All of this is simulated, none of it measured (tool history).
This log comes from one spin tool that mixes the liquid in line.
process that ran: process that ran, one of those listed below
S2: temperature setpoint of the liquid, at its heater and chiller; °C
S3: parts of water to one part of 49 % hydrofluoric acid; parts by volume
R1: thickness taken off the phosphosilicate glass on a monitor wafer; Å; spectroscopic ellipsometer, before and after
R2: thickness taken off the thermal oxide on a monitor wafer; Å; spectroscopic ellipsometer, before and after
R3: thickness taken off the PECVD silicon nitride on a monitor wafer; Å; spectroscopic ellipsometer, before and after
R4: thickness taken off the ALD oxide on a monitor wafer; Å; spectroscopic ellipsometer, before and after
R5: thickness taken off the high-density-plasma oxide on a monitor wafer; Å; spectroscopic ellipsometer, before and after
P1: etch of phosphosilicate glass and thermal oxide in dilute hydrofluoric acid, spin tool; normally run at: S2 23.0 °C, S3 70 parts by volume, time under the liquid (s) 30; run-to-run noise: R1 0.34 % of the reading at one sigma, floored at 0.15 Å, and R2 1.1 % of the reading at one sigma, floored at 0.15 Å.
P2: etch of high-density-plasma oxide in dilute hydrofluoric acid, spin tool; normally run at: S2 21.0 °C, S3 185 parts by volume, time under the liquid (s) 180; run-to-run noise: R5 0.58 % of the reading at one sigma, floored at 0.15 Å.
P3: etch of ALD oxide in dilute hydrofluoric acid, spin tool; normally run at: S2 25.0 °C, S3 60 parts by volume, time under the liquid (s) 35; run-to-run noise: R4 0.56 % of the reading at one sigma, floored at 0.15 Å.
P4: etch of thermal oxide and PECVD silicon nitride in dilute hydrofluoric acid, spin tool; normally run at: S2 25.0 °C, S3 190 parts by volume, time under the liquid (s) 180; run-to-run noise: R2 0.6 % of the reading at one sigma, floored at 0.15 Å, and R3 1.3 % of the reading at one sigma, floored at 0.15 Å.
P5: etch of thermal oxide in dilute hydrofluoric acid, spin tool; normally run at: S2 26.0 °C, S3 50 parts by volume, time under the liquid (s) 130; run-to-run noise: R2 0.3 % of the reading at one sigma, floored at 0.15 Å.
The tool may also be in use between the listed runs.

Run 1, day 0.367: process that ran P1, S2 23.0 °C, S3 70 parts by volume, time under the liquid (s) 30. Result: R1 703.38 Å, R2 19.3490 Å.
Run 2, day 0.596: process that ran P4, S2 17.0 °C, S3 190 parts by volume, time under the liquid (s) 180. Result: R2 32.1820 Å, R3 11.381 Å.
Run 3, day 0.767: process that ran P5, S2 26.0 °C, S3 80 parts by volume, time under the liquid (s) 130. Result: R2 87.7810 Å.
Run 4, day 0.983: process that ran P1, S2 23.0 °C, S3 70 parts by volume, time under the liquid (s) 15. Result: R1 350.93 Å, R2 9.4834 Å.
Run 5, day 1.192: process that ran P3, S2 25.0 °C, S3 60 parts by volume, time under the liquid (s) 35. Result: R4 178.33 Å.
Run 6, day 1.538: process that ran P3, S2 25.0 °C, S3 95 parts by volume, time under the liquid (s) 35. Result: R4 108.31 Å.
Run 7, day 1.854: process that ran P2, S2 21.0 °C, S3 185 parts by volume, time under the liquid (s) 180. Result: R5 58.499 Å.
Run 8, day 2.179: process that ran P4, S2 25.0 °C, S3 190 parts by volume, time under the liquid (s) 180. Result: R2 44.2170 Å, R3 19.358 Å.
Run 9, day 2.354: process that ran P3, S2 25.0 °C, S3 60 parts by volume, time under the liquid (s) 35. Result: R4 176.66 Å.
Run 10, day 2.529: process that ran P2, S2 21.0 °C, S3 185 parts by volume, time under the liquid (s) 180. Result: R5 58.769 Å.
Run 11, day 2.704: process that ran P3, S2 32.0 °C, S3 60 parts by volume, time under the liquid (s) 35. Result: R4 233.50 Å.
Run 12, day 2.938: process that ran P4, S2 25.0 °C, S3 190 parts by volume, time under the liquid (s) 360. Result: R2 88.8150 Å, R3 39.397 Å.
Run 13, day 3.254: process that ran P1, S2 23.0 °C, S3 20 parts by volume, time under the liquid (s) 15. Result: R1 1308.20 Å, R2 36.5470 Å.
Run 14, day 3.475: process that ran P3, S2 25.0 °C, S3 60 parts by volume, time under the liquid (s) 20. Result: R4 101.17 Å.
Run 15, day 3.804: process that ran P1, S2 23.0 °C, S3 70 parts by volume, time under the liquid (s) 30. Result: R1 699.44 Å, R2 19.4700 Å.
Run 16, day 3.975: process that ran P5, S2 26.0 °C, S3 50 parts by volume, time under the liquid (s) 15. Result: R2 16.6580 Å.
Run 17, day 4.225: process that ran P1, S2 23.0 °C, S3 70 parts by volume, time under the liquid (s) 50. Result: R1 1167.70 Å, R2 32.8590 Å.
Run 18, day 4.392: process that ran P4, S2 25.0 °C, S3 325 parts by volume, time under the liquid (s) 180. Result: R2 22.6010 Å, R3 11.403 Å.
Run 19, day 4.562: process that ran P5, S2 32.0 °C, S3 50 parts by volume, time under the liquid (s) 130. Result: R2 186.0900 Å.
Run 20, day 4.725: process that ran P1, S2 17.0 °C, S3 70 parts by volume, time under the liquid (s) 30. Result: R1 541.08 Å, R2 14.7220 Å.
Run 21, day 5.000: process that ran P2, S2 21.0 °C, S3 80 parts by volume, time under the liquid (s) 180. Result: R5 152.640 Å.
Run 22, day 5.283: process that ran P5, S2 26.0 °C, S3 50 parts by volume, time under the liquid (s) 130. Result: R2 146.1300 Å.
Run 23, day 5.508: process that ran P2, S2 21.0 °C, S3 185 parts by volume, time under the liquid (s) 355. Result: R5 115.320 Å.
Run 24, day 5.754: process that ran P1, S2 23.0 °C, S3 70 parts by volume, time under the liquid (s) 30. Result: R1 692.92 Å, R2 19.5450 Å.
Run 25, day 6.054: process that ran P4, S2 25.0 °C, S3 190 parts by volume, time under the liquid (s) 180. Result: R2 44.6560 Å, R3 19.582 Å.
Run 26, day 6.325: process that ran P1, S2 23.0 °C, S3 70 parts by volume, time under the liquid (s) 30. Result: R1 699.48 Å, R2 19.6090 Å.
Run 27, day 6.588: process that ran P1, S2 23.0 °C, S3 115 parts by volume, time under the liquid (s) 30. Result: R1 400.91 Å, R2 11.1480 Å.
Run 28, day 6.804: process that ran P1, S2 29.0 °C, S3 70 parts by volume, time under the liquid (s) 30. Result: R1 889.07 Å, R2 25.0960 Å.
Run 29, day 6.988: process that ran P1, S2 30.5 °C, S3 70 parts by volume, time under the liquid (s) 15. Result: R1 472.24 Å, R2 13.0950 Å.
Run 30, day 7.179: process that ran P5, S2 26.0 °C, S3 50 parts by volume, time under the liquid (s) 130. Result: R2 146.2500 Å.
Run 31, day 7.504: process that ran P1, S2 23.0 °C, S3 40 parts by volume, time under the liquid (s) 30. Result: R1 1267.60 Å, R2 35.8460 Å.
Run 32, day 7.821: process that ran P2, S2 17.0 °C, S3 185 parts by volume, time under the liquid (s) 180. Result: R5 50.663 Å.
Run 33, day 7.988: process that ran P1, S2 19.0 °C, S3 105 parts by volume, time under the liquid (s) 30. Result: R1 380.87 Å, R2 10.5760 Å.
Run 34, day 8.267: process that ran P1, S2 23.0 °C, S3 70 parts by volume, time under the liquid (s) 30. Result: R1 701.22 Å, R2 19.5040 Å.
Run 35, day 8.446: process that ran P1, S2 23.0 °C, S3 70 parts by volume, time under the liquid (s) 30. Result: R1 697.75 Å, R2 20.2130 Å.
Run 36, day 8.783: process that ran P1, S2 23.0 °C, S3 70 parts by volume, time under the liquid (s) 30. Result: R1 699.88 Å, R2 19.5010 Å.
Run 37, day 9.054: process that ran P1, S2 23.0 °C, S3 70 parts by volume, time under the liquid (s) 30. Result: R1 718.33 Å, R2 20.3450 Å.
Run 38, day 9.312: process that ran P1, S2 23.0 °C, S3 70 parts by volume, time under the liquid (s) 30. Result: R1 732.60 Å, R2 20.2150 Å.
Run 39, day 9.604: process that ran P1, S2 23.0 °C, S3 70 parts by volume, time under the liquid (s) 30. Result: R1 741.94 Å, R2 20.7040 Å.
Run 40, day 9.883: process that ran P1, S2 23.0 °C, S3 70 parts by volume, time under the liquid (s) 30. Result: R1 745.08 Å, R2 20.6730 Å.
Run 41, day 10.062: process that ran P1, S2 23.0 °C, S3 70 parts by volume, time under the liquid (s) 30. Result: R1 749.53 Å, R2 20.9390 Å.
Run 42, day 10.275: process that ran P1, S2 23.0 °C, S3 70 parts by volume, time under the liquid (s) 30. Result: R1 752.20 Å, R2 20.7230 Å.
Run 43, day 10.600: process that ran P1, S2 23.0 °C, S3 70 parts by volume, time under the liquid (s) 30. Result: R1 752.04 Å, R2 20.6000 Å.
Run 44, day 10.788: process that ran P1, S2 23.0 °C, S3 70 parts by volume, time under the liquid (s) 30. Result: R1 753.70 Å, R2 20.8880 Å.
Run 45, day 10.954: process that ran P1, S2 23.0 °C, S3 70 parts by volume, time under the liquid (s) 30. Result: R1 750.78 Å, R2 21.1980 Å.

The output of P1 has drifted from where it used to be. Each of the 2 causes below, taken at the size shown beside it, accounts for the log equally well:
A: hydrofluoric acid flow above the setpoint (%) = 7.03
B: liquid hotter than its thermometer reads (K) = 1.82
The process output started creeping at around day 8.783.

Which of the check runs below tells the causes apart, meaning the causes would give it clearly different results? Each run uses 5 wafers whose results are averaged, and each result is shown as a question mark.
Run check 1, day 11.121: process that ran P2, S2 21.0 °C, S3 80 parts by volume, time under the liquid (s) 180. Result: R5 ?.
Run check 2, day 11.121: process that ran P4, S2 25.0 °C, S3 300 parts by volume, time under the liquid (s) 345. Result: R2 ?, R3 ?.
Run check 3, day 11.121: process that ran P3, S2 25.0 °C, S3 80 parts by volume, time under the liquid (s) 35. Result: R4 ?.
Run check 4, day 11.121: process that ran P5, S2 26.0 °C, S3 50 parts by volume, time under the liquid (s) 40. Result: R2 ?.

Expected result of each check under each candidate cause:
  check  result     if A     if B
check 1      R5  163.980  164.040
check 2      R2  52.1020  50.7670
check 2      R3   25.536   26.611
check 3      R4   139.58   139.20
check 4      R2  48.4060  48.4430
Per check, the gap between the least separated pair of causes, taken in the result that splits them most: check 1 0.04 %; check 2 4.13 %; check 3 0.27 %; check 4 0.08 %
Check 2 distinguishes between the causes, while the remaining checks would return nearly the same result for all of them.

Check 2 was carried out, with these results: R2 52.0310 Å; R3 25.596 Å. Which of the listed causes is responsible?

Of the candidate causes, it is A: hydrofluoric acid flow above the setpoint (%).

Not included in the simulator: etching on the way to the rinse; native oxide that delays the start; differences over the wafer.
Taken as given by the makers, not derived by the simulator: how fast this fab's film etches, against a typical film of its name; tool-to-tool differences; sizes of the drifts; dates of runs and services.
